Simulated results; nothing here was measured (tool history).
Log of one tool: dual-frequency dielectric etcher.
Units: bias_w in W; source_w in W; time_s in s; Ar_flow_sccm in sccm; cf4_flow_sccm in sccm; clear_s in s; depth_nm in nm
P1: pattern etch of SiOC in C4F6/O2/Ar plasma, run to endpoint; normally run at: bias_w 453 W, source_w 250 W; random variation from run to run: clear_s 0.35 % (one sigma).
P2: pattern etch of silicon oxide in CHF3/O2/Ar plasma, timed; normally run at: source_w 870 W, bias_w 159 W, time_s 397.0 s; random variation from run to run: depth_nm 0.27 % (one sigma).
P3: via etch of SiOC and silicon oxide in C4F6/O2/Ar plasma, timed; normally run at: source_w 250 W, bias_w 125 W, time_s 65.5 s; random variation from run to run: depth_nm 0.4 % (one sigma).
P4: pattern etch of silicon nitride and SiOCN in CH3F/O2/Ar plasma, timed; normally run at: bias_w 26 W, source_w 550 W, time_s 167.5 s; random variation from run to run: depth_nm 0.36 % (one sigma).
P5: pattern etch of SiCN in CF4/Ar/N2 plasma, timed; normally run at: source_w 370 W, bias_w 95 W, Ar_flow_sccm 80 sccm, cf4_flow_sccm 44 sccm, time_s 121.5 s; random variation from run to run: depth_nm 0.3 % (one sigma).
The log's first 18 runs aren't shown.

run,hour,process,bias_w,source_w,time_s,Ar_flow_sccm,cf4_flow_sccm,hours since the last wet clean,hours since the last bias power generator calibration,hours since the last source power generator calibration,clear_s,depth_nm
19,85.3,P3,125,250,65.5,,,275.5,491.7,1140.0,,57.369
20,89.6,P5,135,370,121.5,80,44,279.8,496.0,1144.3,,106.830
21,93.9,P5,95,370,121.5,61,44,284.1,500.3,1148.6,,95.870
22,96.6,P5,95,370,121.5,80,44,286.8,503.0,1151.3,,93.146
23,102.6,P2,159,870,397.0,,,292.8,509.0,1157.3,,855.190
24,108.0,P3,125,250,36.0,,,298.2,514.4,1162.7,,31.412
25,111.7,P1,333,250,,,,301.9,518.1,1166.4,22.511,
26,114.5,P3,125,310,65.5,,,304.7,520.9,1169.2,,62.394

Forecast run 27:
27,118.7,P5,95,370,86.5,80,44,308.9,525.1,1173.4,,?

depth_nm: 66.164 nm
